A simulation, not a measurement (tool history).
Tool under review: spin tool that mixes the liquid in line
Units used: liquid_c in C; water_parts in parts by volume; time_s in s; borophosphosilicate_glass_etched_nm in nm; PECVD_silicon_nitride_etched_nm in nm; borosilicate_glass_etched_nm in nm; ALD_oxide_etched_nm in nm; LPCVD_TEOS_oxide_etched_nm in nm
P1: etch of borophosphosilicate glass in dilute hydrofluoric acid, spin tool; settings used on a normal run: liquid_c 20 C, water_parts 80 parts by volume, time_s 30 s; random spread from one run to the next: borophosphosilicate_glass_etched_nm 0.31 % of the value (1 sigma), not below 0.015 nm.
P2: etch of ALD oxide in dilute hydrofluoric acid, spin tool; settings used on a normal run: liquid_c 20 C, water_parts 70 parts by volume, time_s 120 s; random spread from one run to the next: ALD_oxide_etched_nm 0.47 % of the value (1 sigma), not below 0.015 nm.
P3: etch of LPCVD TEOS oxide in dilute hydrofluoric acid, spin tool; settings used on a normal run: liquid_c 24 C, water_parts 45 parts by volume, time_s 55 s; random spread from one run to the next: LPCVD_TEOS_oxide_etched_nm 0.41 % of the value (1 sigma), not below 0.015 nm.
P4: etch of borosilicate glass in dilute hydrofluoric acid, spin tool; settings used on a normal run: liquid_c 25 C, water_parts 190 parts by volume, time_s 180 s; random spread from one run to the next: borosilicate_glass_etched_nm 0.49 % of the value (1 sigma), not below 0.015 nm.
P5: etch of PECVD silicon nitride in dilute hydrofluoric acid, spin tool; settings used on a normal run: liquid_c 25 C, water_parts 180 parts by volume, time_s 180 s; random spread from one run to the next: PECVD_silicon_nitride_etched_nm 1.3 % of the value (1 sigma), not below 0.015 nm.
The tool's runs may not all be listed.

| run | day | process | liquid_c | water_parts | time_s | borophosphosilicate_glass_etched_nm | PECVD_silicon_nitride_etched_nm | borosilicate_glass_etched_nm | ALD_oxide_etched_nm | LPCVD_TEOS_oxide_etched_nm |
|---|---|---|---|---|---|---|---|---|---|---|
| 1 | 0.408 | P1 | 20 | 80 | 30 | 19.769 |  |  |  |  |
| 2 | 0.733 | P5 | 25 | 180 | 180 |  | 1.9947 |  |  |  |
| 3 | 1.075 | P1 | 20 | 135 | 30 | 11.048 |  |  |  |  |
| 4 | 1.362 | P4 | 25 | 190 | 180 |  |  | 36.55 |  |  |
| 5 | 1.796 | P4 | 25 | 190 | 330 |  |  | 66.706 |  |  |
| 6 | 2.171 | P1 | 20 | 80 | 30 | 19.807 |  |  |  |  |
| 7 | 2.471 | P1 | 20 | 80 | 30 | 19.759 |  |  |  |  |
|  | 2.696 | hydrofluoric acid flow meter replaced |
| 8 | 2.996 | P2 | 20 | 30 | 120 |  |  |  | 74.085 |  |
| 9 | 3.346 | P2 | 20 | 70 | 120 |  |  |  | 30.538 |  |
| 10 | 3.762 | P5 | 25 | 180 | 360 |  | 3.9447 |  |  |  |
| 11 | 4.104 | P3 | 32 | 45 | 55 |  |  |  |  | 29.913 |
| 12 | 4.412 | P1 | 20 | 30 | 30 | 56.211 |  |  |  |  |
| 13 | 4.929 | P5 | 32.5 | 180 | 180 |  | 3.0612 |  |  |  |
| 14 | 5.342 | P1 | 20 | 80 | 30 | 19.854 |  |  |  |  |
| 15 | 5.662 | P1 | 20 | 80 | 30 | 19.847 |  |  |  |  |
| 16 | 6.092 | P1 | 20 | 80 | 15 | 9.9042 |  |  |  |  |
| 17 | 6.75 | P5 | 25 | 180 | 180 |  | 1.9214 |  |  |  |
| 18 | 7.129 | P1 | 20 | 80 | 30 | 19.936 |  |  |  |  |
| 19 | 7.629 | P3 | 24 | 45 | 55 |  |  |  |  | 21.652 |
| 20 | 8.071 | P1 | 17 | 80 | 45 | 26.21 |  |  |  |  |
| 21 | 8.604 | P4 | 25 | 60 | 180 |  |  | 135.79 |  |  |
| 22 | 9.171 | P2 | 20 | 70 | 25 |  |  |  | 6.3005 |  |
| 23 | 9.692 | P3 | 24 | 30 | 55 |  |  |  |  | 33.229 |
| 24 | 10.008 | P1 | 17 | 80 | 30 | 17.486 |  |  |  |  |
| 25 | 10.654 | P1 | 20 | 120 | 15 | 6.3234 |  |  |  |  |
| 26 | 10.95 | P3 | 24 | 45 | 85 |  |  |  |  | 33.42 |
| 27 | 11.342 | P3 | 24 | 45 | 55 |  |  |  |  | 21.607 |
| 28 | 11.858 | P4 | 17.5 | 190 | 180 |  |  | 27.289 |  |  |
| 29 | 12.238 | P1 | 25.5 | 80 | 30 | 24.91 |  |  |  |  |
| 30 | 12.654 | P4 | 25 | 190 | 180 |  |  | 36.533 |  |  |
| 31 | 13.225 | P2 | 27.5 | 70 | 120 |  |  |  | 41.266 |  |
| 32 | 13.742 | P5 | 25 | 80 | 180 |  | 4.2878 |  |  |  |
| 33 | 14.175 | P1 | 20 | 80 | 50 | 33.189 |  |  |  |  |
| 34 | 14.612 | P1 | 20 | 80 | 30 | 19.758 |  |  |  |  |
| 35 | 15.233 | P1 | 20 | 80 | 30 | 19.813 |  |  |  |  |
| 36 | 15.575 | P1 | 20 | 80 | 30 | 19.485 |  |  |  |  |
| 37 | 16.029 | P1 | 20 | 80 | 30 | 19.083 |  |  |  |  |
| 38 | 16.379 | P1 | 20 | 80 | 30 | 18.795 |  |  |  |  |
| 39 | 16.729 | P1 | 20 | 80 | 30 | 18.632 |  |  |  |  |
| 40 | 17.012 | P1 | 20 | 80 | 30 | 18.449 |  |  |  |  |
| 41 | 17.671 | P1 | 20 | 80 | 30 | 18.333 |  |  |  |  |
| 42 | 18.3 | P1 | 20 | 80 | 30 | 18.281 |  |  |  |  |
| 43 | 18.808 | P1 | 20 | 80 | 30 | 18.208 |  |  |  |  |

Predict the results of run 44:
| 44 | 19.288 | P1 | 20 | 80 | 30 | ? |  |  |  |  |

Run 44 yielded borophosphosilicate_glass_etched_nm 18.1 nm.
